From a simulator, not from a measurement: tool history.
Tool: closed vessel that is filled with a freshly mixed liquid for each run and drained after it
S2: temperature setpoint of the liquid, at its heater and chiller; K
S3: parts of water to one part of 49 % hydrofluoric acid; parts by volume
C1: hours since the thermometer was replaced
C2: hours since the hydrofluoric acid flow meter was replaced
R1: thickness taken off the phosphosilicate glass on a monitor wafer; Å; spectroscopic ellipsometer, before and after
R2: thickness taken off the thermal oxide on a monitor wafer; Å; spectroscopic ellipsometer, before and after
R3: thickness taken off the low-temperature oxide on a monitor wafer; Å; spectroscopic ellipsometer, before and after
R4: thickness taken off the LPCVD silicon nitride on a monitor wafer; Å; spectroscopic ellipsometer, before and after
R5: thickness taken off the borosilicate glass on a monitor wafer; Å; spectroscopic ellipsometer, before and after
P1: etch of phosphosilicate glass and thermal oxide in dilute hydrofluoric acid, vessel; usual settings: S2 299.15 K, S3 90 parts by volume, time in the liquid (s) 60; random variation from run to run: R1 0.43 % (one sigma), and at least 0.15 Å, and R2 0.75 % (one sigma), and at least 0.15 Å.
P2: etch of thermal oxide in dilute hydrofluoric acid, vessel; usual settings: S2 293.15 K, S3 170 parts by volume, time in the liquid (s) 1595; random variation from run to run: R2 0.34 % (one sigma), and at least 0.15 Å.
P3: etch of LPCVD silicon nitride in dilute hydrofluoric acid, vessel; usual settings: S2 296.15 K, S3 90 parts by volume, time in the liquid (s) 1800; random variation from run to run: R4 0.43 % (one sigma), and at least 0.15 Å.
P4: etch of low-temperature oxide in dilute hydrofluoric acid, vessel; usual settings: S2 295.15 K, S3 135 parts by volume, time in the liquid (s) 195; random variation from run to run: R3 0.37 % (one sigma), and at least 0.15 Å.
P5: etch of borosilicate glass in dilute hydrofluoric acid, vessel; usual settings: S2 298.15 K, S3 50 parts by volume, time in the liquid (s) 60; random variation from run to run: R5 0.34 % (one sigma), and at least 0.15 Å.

Run 1, hour 6.9: process that ran P1, S2 299.15 K, S3 90 parts by volume, time in the liquid (s) 60; C1 267.7; C2 614.1. Result: R1 995.81 Å, R2 36.228 Å.
Run 2, hour 19.6: process that ran P4, S2 291.15 K, S3 135 parts by volume, time in the liquid (s) 195; C1 280.4; C2 626.8. Result: R3 385.59 Å.
Run 3, hour 29.0: process that ran P1, S2 299.15 K, S3 90 parts by volume, time in the liquid (s) 60; C1 289.8; C2 636.2. Result: R1 987.74 Å, R2 35.894 Å.
Run 4, hour 39.2: process that ran P3, S2 296.15 K, S3 90 parts by volume, time in the liquid (s) 1800; C1 300.0; C2 646.4. Result: R4 87.517 Å.
Run 5, hour 46.9: process that ran P5, S2 298.15 K, S3 50 parts by volume, time in the liquid (s) 30; C1 307.7; C2 654.1. Result: R5 227.92 Å.
Run 6, hour 56.2: process that ran P2, S2 293.15 K, S3 170 parts by volume, time in the liquid (s) 1595; C1 317.0; C2 663.4. Result: R2 341.480 Å.
Run 7, hour 67.2: process that ran P4, S2 295.15 K, S3 135 parts by volume, time in the liquid (s) 350; C1 328.0; C2 674.4. Result: R3 810.65 Å.
Run 8, hour 73.0: process that ran P2, S2 293.15 K, S3 260 parts by volume, time in the liquid (s) 1595; C1 333.8; C2 680.2. Result: R2 203.440 Å.
Run 9, hour 81.8: process that ran P1, S2 299.15 K, S3 145 parts by volume, time in the liquid (s) 90; C1 342.6; C2 689.0. Result: R1 853.39 Å, R2 31.754 Å.
Run 10, hour 88.0: process that ran P5, S2 298.15 K, S3 85 parts by volume, time in the liquid (s) 60; C1 348.8; C2 695.2. Result: R5 256.64 Å.
Run 11, hour 100.1: process that ran P1, S2 299.15 K, S3 90 parts by volume, time in the liquid (s) 60; C1 360.9; C2 707.3. Result: R1 987.30 Å, R2 36.746 Å.
Run 12, hour 108.6: process that ran P5, S2 298.15 K, S3 50 parts by volume, time in the liquid (s) 60; C1 369.4; C2 715.8. Result: R5 454.82 Å.
Run 13, hour 114.9: process that ran P5, S2 291.15 K, S3 50 parts by volume, time in the liquid (s) 60; C1 375.7; C2 722.1. Result: R5 339.81 Å.
Run 14, hour 121.8: process that ran P1, S2 299.15 K, S3 160 parts by volume, time in the liquid (s) 60; C1 382.6; C2 729.0. Result: R1 508.72 Å, R2 18.885 Å.
Run 15, hour 131.2: process that ran P1, S2 303.15 K, S3 90 parts by volume, time in the liquid (s) 60; C1 392.0; C2 738.4. Result: R1 1152.90 Å, R2 42.368 Å.
Run 16, hour 141.7: process that ran P3, S2 301.15 K, S3 90 parts by volume, time in the liquid (s) 1800; C1 402.5; C2 748.9. Result: R4 121.000 Å.
Run 17, hour 150.7: process that ran P1, S2 299.15 K, S3 40 parts by volume, time in the liquid (s) 60; C1 411.5; C2 757.9. Result: R1 2379.80 Å, R2 87.574 Å.
Run 18, hour 160.6: process that ran P4, S2 295.15 K, S3 135 parts by volume, time in the liquid (s) 195; C1 421.4; C2 767.8. Result: R3 452.66 Å.
Run 19, hour 168.9: process that ran P2, S2 290.15 K, S3 170 parts by volume, time in the liquid (s) 1595; C1 429.7; C2 776.1. Result: R2 302.760 Å.
Run 20, hour 179.4: process that ran P1, S2 299.15 K, S3 90 parts by volume, time in the liquid (s) 100; C1 440.2; C2 786.6. Result: R1 1648.40 Å, R2 61.083 Å.
Run 21, hour 191.0: process that ran P1, S2 294.65 K, S3 90 parts by volume, time in the liquid (s) 60; C1 451.8; C2 798.2. Result: R1 825.12 Å, R2 30.116 Å.
Run 22, hour 197.8: process that ran P2, S2 293.15 K, S3 170 parts by volume, time in the liquid (s) 30; C1 458.6; C2 805.0. Result: R2 6.412 Å.
Run 23, hour 209.5: process that ran P3, S2 296.15 K, S3 90 parts by volume, time in the liquid (s) 295; C1 470.3; C2 816.7. Result: R4 14.398 Å.
Run 24, hour 217.9: process that ran P1, S2 299.15 K, S3 90 parts by volume, time in the liquid (s) 30; C1 478.7; C2 825.1. Result: R1 490.45 Å, R2 18.434 Å.
Run 25, hour 228.1: process that ran P3, S2 296.15 K, S3 45 parts by volume, time in the liquid (s) 1800; C1 488.9; C2 835.3. Result: R4 171.600 Å.
Run 26, hour 239.8: process that ran P2, S2 293.15 K, S3 170 parts by volume, time in the liquid (s) 1595; C1 500.6; C2 847.0. Result: R2 341.010 Å.
Run 27, hour 250.4: process that ran P3, S2 296.15 K, S3 90 parts by volume, time in the liquid (s) 1800; C1 511.2; C2 857.6. Result: R4 87.568 Å.
Run 28, hour 257.5: process that ran P4, S2 295.15 K, S3 205 parts by volume, time in the liquid (s) 195; C1 518.3; C2 864.7. Result: R3 275.49 Å.
Run 29, hour 266.2: process that ran P1, S2 299.15 K, S3 90 parts by volume, time in the liquid (s) 60; C1 527.0; C2 873.4. Result: R1 987.25 Å, R2 36.037 Å.
Run 30, hour 275.7: process that ran P1, S2 299.15 K, S3 90 parts by volume, time in the liquid (s) 60; C1 536.5; C2 882.9. Result: R1 985.03 Å, R2 36.689 Å.
Run 31, hour 286.6: process that ran P1, S2 299.15 K, S3 90 parts by volume, time in the liquid (s) 60; C1 547.4; C2 893.8. Result: R1 1027.60 Å, R2 38.265 Å.
Run 32, hour 293.5: process that ran P1, S2 299.15 K, S3 90 parts by volume, time in the liquid (s) 60; C1 554.3; C2 900.7. Result: R1 1034.00 Å, R2 37.783 Å.
Run 33, hour 306.0: process that ran P1, S2 299.15 K, S3 90 parts by volume, time in the liquid (s) 60; C1 566.8; C2 913.2. Result: R1 1062.30 Å, R2 39.062 Å.
Run 34, hour 313.3: process that ran P1, S2 299.15 K, S3 90 parts by volume, time in the liquid (s) 60; C1 574.1; C2 920.5. Result: R1 1063.50 Å, R2 39.139 Å.
Run 35, hour 325.1: process that ran P1, S2 299.15 K, S3 90 parts by volume, time in the liquid (s) 60; C1 585.9; C2 932.3. Result: R1 1062.60 Å, R2 39.522 Å.
Run 36, hour 338.1: process that ran P1, S2 299.15 K, S3 90 parts by volume, time in the liquid (s) 60; C1 598.9; C2 945.3. Result: R1 1066.30 Å, R2 38.988 Å.

What P1 gives has crept away from where it was. These 2 causes fit the log equally well, each at the size given:
A: hydrofluoric acid flow above the setpoint (%) = 7.21
B: liquid hotter than its thermometer reads (K) = 2
The creep began at about hour 275.7.

4 check runs are offered, one wafer each, their results left as question marks. Which one tells the causes apart?
Run check 1, hour 351.1: process that ran P4, S2 295.15 K, S3 135 parts by volume, time in the liquid (s) 195. Result: R3 ?.
Run check 2, hour 351.1: process that ran P2, S2 293.15 K, S3 170 parts by volume, time in the liquid (s) 1595. Result: R2 ?.
Run check 3, hour 351.1: process that ran P5, S2 298.15 K, S3 50 parts by volume, time in the liquid (s) 60. Result: R5 ?.
Run check 4, hour 351.1: process that ran P3, S2 296.15 K, S3 90 parts by volume, time in the liquid (s) 1800. Result: R4 ?.

What each check would give under each cause:
  check  result     if A     if B
check 1      R3   489.92   489.06
check 2      R2  369.430  368.150
check 3      R5   491.84   495.23
check 4      R4   93.476   99.650
How far apart the two closest causes lie, in the result that separates them most: check 1 0.18 %; check 2 0.35 %; check 3 0.69 %; check 4 6.4 %
Only check 4 tells the causes apart: in the others they would give nearly the same result.

Then check 4 was run and gave: R4 94.264 Å. Which cause is it?

It is A: hydrofluoric acid flow above the setpoint (%).
